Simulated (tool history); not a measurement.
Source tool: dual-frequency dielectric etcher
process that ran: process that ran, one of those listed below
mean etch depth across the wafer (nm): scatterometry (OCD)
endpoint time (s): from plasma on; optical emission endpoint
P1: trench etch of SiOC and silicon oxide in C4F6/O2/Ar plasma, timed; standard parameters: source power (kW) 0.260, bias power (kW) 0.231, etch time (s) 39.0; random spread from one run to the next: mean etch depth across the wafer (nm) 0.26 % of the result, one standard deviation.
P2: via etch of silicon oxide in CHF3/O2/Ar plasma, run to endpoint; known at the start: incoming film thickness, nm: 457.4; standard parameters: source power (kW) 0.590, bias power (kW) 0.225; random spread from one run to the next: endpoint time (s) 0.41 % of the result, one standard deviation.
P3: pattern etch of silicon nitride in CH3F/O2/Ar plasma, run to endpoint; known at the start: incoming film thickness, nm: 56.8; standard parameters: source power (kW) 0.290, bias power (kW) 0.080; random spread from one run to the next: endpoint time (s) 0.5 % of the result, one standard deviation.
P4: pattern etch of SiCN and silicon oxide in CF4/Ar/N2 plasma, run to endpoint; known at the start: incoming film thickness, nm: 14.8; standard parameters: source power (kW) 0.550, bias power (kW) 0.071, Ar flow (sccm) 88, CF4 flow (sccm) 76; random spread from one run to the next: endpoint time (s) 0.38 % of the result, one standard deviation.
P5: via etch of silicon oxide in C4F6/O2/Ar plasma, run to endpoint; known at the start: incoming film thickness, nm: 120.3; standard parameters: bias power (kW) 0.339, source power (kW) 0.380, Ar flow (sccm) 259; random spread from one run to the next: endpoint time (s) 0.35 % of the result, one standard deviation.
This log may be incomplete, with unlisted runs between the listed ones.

| run | hour | process that ran | source power (kW) | bias power (kW) | etch time (s) | Ar flow (sccm) | CF4 flow (sccm) | hours since the last wet clean | hours since the last source power generator calibration | hours since the last bias power generator calibration | mean etch depth across the wafer (nm) | endpoint time (s) |
|---|---|---|---|---|---|---|---|---|---|---|---|---|
| 1 | 5.5 | P1 | 0.260 | 0.231 | 39.0 |  |  | 158.4 | 713.0 | 2802.5 | 70.725 |  |
| 2 | 11.3 | P3 | 0.400 | 0.080 |  |  |  | 164.2 | 718.8 | 2808.3 |  | 77.854 |
| 3 | 16.9 | P4 | 0.550 | 0.085 |  | 88 | 76 | 169.8 | 724.4 | 2813.9 |  | 13.223 |
| 4 | 19.6 | P1 | 0.260 | 0.231 | 51.5 |  |  | 172.5 | 727.1 | 2816.6 | 93.719 |  |
| 5 | 24.3 | P1 | 0.260 | 0.157 | 39.0 |  |  | 177.2 | 731.8 | 2821.3 | 62.752 |  |
| 6 | 27.7 | P3 | 0.290 | 0.050 |  |  |  | 180.6 | 735.2 | 2824.7 |  | 103.750 |
| 7 | 31.5 | P3 | 0.290 | 0.080 |  |  |  | 184.4 | 739.0 | 2828.5 |  | 87.500 |
| 8 | 35.2 | P1 | 0.260 | 0.231 | 39.0 |  |  | 188.1 | 742.7 | 2832.2 | 70.986 |  |
| 9 | 40.7 | P4 | 0.550 | 0.071 |  | 66 | 76 | 193.6 | 748.2 | 2837.7 |  | 13.454 |
| 10 | 43.9 | P1 | 0.260 | 0.231 | 39.0 |  |  | 196.8 | 751.4 | 2840.9 | 71.164 |  |
| 11 | 46.5 | P1 | 0.160 | 0.231 | 39.0 |  |  | 199.4 | 754.0 | 2843.5 | 59.375 |  |
| 12 | 50.2 | P1 | 0.260 | 0.231 | 39.0 |  |  | 203.1 | 757.7 | 2847.2 | 70.989 |  |
| 13 | 54.4 | P4 | 0.730 | 0.071 |  | 88 | 76 | 207.3 | 761.9 | 2851.4 |  | 10.898 |
| 14 | 57.2 | P1 | 0.260 | 0.164 | 25.0 |  |  | 210.1 | 764.7 | 2854.2 | 40.654 |  |
| 15 | 59.8 | P5 | 0.380 | 0.339 |  | 259 |  | 212.7 | 767.3 | 2856.8 |  | 30.075 |
| 16 | 63.7 | P5 | 0.380 | 0.339 |  | 363 |  | 216.6 | 771.2 | 2860.7 |  | 31.315 |
| 17 | 69.5 | P1 | 0.260 | 0.296 | 39.0 |  |  | 222.4 | 777.0 | 2866.5 | 77.877 |  |
| 18 | 72.3 | P2 | 0.390 | 0.225 |  |  |  | 225.2 | 779.8 | 2869.3 |  | 252.000 |
| 19 | 75.8 | P4 | 0.550 | 0.071 |  | 88 | 102 | 228.7 | 783.3 | 2872.8 |  | 13.409 |
| 20 | 81.6 | P5 | 0.380 | 0.452 |  | 259 |  | 234.5 | 789.1 | 2878.6 |  | 27.113 |
| 21 | 86.5 | P1 | 0.350 | 0.231 | 47.5 |  |  | 239.4 | 794.0 | 2883.5 | 96.996 |  |
| 22 | 92.2 | P1 | 0.260 | 0.231 | 39.0 |  |  | 245.1 | 799.7 | 2889.2 | 71.192 |  |
| 23 | 97.5 | P1 | 0.260 | 0.231 | 23.0 |  |  | 250.4 | 805.0 | 2894.5 | 41.970 |  |
| 24 | 102.3 | P5 | 0.270 | 0.339 |  | 259 |  | 255.2 | 809.8 | 2899.3 |  | 34.150 |
| 25 | 106.3 | P2 | 0.590 | 0.225 |  |  |  | 259.2 | 813.8 | 2903.3 |  | 215.960 |
| 26 | 110.1 | P2 | 0.590 | 0.309 |  |  |  | 263.0 | 817.6 | 2907.1 |  | 193.330 |
| 27 | 114.6 | P1 | 0.260 | 0.231 | 39.0 |  |  | 267.5 | 822.1 | 2911.6 | 71.236 |  |
| 28 | 118.4 | P1 | 0.350 | 0.231 | 39.0 |  |  | 271.3 | 825.9 | 2915.4 | 79.769 |  |
| 29 | 122.9 | P3 | 0.290 | 0.080 |  |  |  | 275.8 | 830.4 | 2919.9 |  | 88.050 |
| 30 | 127.8 | P5 | 0.380 | 0.339 |  | 259 |  | 280.7 | 835.3 | 2924.8 |  | 30.301 |
| 31 | 133.5 | P4 | 0.550 | 0.071 |  | 88 | 76 | 286.4 | 841.0 | 2930.5 |  | 14.014 |
| 32 | 136.4 | P1 | 0.260 | 0.231 | 39.0 |  |  | 289.3 | 843.9 | 2933.4 | 71.012 |  |
| 33 | 139.2 | P1 | 0.260 | 0.231 | 39.0 |  |  | 292.1 | 846.7 | 2936.2 | 70.812 |  |
| 34 | 144.5 | P1 | 0.260 | 0.231 | 39.0 |  |  | 297.4 | 852.0 | 2941.5 | 70.590 |  |
| 35 | 149.5 | P1 | 0.260 | 0.231 | 39.0 |  |  | 302.4 | 857.0 | 2946.5 | 70.258 |  |
| 36 | 152.1 | P1 | 0.260 | 0.231 | 39.0 |  |  | 305.0 | 859.6 | 2949.1 | 70.029 |  |
| 37 | 155.9 | P1 | 0.260 | 0.231 | 39.0 |  |  | 308.8 | 863.4 | 2952.9 | 70.170 |  |
|  | 158.4 | wet clean of the chamber |
| 38 | 159.9 | P1 | 0.260 | 0.231 | 39.0 |  |  | 1.5 | 867.4 | 2956.9 | 69.954 |  |
| 39 | 165.8 | P1 | 0.260 | 0.231 | 39.0 |  |  | 7.4 | 873.3 | 2962.8 | 69.952 |  |
| 40 | 170.0 | P1 | 0.260 | 0.231 | 39.0 |  |  | 11.6 | 877.5 | 2967.0 | 69.978 |  |

The log shows P1 creeping away from where it was. Any of the 2 causes listed here, at the size stated for it, fits the log just as well as the others:
A: bias power that arrives under what is set, % = 4.06
B: source power that arrives under what is set, % = 3.65
The gradual shift began around hour 136.4.
What rules out each remaining cause:
chamber walls in a state that lowers the etch rate, %: serviced after onset, at hour 158.4, with no recovery of the prior output

The 4 check runs listed below each average the results of 2 wafers, and their outcomes are marked with question marks. Under which run would the listed causes produce clearly different results?
| check 1 | 174.2 | P2 | 0.510 | 0.225 |  |  |  |  |  |  |  | ? |
| check 2 | 174.2 | P5 | 0.380 | 0.339 |  | 337 |  |  |  |  |  | ? |
| check 3 | 174.2 | P3 | 0.390 | 0.062 |  |  |  |  |  |  |  | ? |
| check 4 | 174.2 | P4 | 0.550 | 0.071 |  | 88 | 101 |  |  |  |  | ? |

Expected result of each check under each candidate cause:
| check | result | if A | if B |
|---|---|---|---|
| check 1 | endpoint time (s) | 231.880 | 231.740 |
| check 2 | endpoint time (s) | 31.489 | 31.469 |
| check 3 | endpoint time (s) | 86.661 | 86.710 |
| check 4 | endpoint time (s) | 13.609 | 13.890 |
Minimum pairwise separation of causes per check, each pair taken at its best-separating result: check 1 0.06 %; check 2 0.06 %; check 3 0.06 %; check 4 2.04 %
The causes can be told apart only by check 4. The other checks would give nearly the same results under each of them.

Check 4 has now been run. It gave: endpoint time (s) 13.564. Which of the candidate causes is it?

Of the candidate causes, it is A: bias power that arrives under what is set, %.

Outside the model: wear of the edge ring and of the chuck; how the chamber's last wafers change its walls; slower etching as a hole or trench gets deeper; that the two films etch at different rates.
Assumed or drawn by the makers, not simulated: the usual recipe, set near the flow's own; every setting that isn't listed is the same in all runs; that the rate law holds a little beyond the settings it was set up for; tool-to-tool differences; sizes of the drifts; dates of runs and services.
